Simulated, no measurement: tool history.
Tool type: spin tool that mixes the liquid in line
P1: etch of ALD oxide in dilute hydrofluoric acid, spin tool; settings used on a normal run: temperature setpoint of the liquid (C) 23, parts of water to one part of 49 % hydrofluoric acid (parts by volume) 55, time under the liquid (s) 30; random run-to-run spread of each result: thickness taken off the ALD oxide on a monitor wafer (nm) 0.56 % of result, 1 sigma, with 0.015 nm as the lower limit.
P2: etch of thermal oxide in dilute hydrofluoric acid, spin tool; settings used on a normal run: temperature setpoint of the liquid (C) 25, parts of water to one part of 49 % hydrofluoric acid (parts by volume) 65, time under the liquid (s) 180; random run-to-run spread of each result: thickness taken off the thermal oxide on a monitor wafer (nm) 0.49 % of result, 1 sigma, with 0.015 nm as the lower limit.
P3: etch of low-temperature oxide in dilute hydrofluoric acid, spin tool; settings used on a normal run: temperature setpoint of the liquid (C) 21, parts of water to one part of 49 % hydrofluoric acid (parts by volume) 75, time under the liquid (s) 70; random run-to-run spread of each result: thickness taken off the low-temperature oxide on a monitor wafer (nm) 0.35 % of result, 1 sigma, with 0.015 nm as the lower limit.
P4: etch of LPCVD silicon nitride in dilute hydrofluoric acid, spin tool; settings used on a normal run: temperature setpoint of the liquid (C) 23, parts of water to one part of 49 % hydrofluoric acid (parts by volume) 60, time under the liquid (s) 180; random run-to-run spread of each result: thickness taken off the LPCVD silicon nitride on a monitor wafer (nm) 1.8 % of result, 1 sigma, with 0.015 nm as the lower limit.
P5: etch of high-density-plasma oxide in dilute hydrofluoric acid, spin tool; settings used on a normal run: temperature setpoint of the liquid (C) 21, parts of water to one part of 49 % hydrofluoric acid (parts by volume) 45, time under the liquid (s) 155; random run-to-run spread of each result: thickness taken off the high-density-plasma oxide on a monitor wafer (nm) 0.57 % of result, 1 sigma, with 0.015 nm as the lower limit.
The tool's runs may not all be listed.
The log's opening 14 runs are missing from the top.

run,day,process that ran,temperature setpoint of the liquid (C),parts of water to one part of 49 % hydrofluoric acid (parts by volume),time under the liquid (s),hours since the thermometer was replaced,hours since the hydrofluoric acid flow meter was replaced,thickness taken off the ALD oxide on a monitor wafer (nm),thickness taken off the thermal oxide on a monitor wafer (nm),thickness taken off the low-temperature oxide on a monitor wafer (nm),thickness taken off the high-density-plasma oxide on a monitor wafer (nm),thickness taken off the LPCVD silicon nitride on a monitor wafer (nm)
15,7.538,P5,21,45,155,528.2,89.3,,,,32.12,
16,7.917,P4,23,60,180,537.3,98.4,,,,,1.4075
17,8.229,P2,25,65,180,544.8,105.9,,14.762,,,
18,8.762,P1,17,55,30,557.6,118.7,13.275,,,,
19,9.312,P3,21,75,70,570.8,131.9,,,17.657,,
20,9.95,P4,23,60,345,586.1,147.2,,,,,2.6744
21,10.246,P3,21,75,70,593.2,154.3,,,17.676,,
22,10.633,P4,23,60,180,602.5,163.6,,,,,1.3371
23,11.221,P1,23,55,30,616.6,177.7,17.066,,,,
24,11.871,P5,21,45,155,632.2,193.3,,,,31.436,
25,12.192,P1,23,55,30,639.9,201,17.116,,,,
26,12.862,P2,25,65,15,656,217.1,,1.2111,,,
27,13.229,P1,23,55,30,664.8,225.9,17.139,,,,
28,13.838,P1,23,85,30,679.4,240.5,10.779,,,,
29,14.212,P1,27.5,85,30,688.4,249.5,12.752,,,,
# day 14.571: thermometer replaced
30,14.633,P2,17,65,180,1.6,259.6,,10.689,,,
31,15.25,P5,21,45,15,16.4,274.4,,,,3.1138,
32,15.692,P1,23,55,30,27,285,17.069,,,,
33,16.254,P1,23,55,30,40.5,298.5,17.25,,,,

Run 34 comes next. What will it give?
34,16.771,P1,23,55,30,52.9,310.9,?,,,,

thickness taken off the ALD oxide on a monitor wafer (nm): 17.804
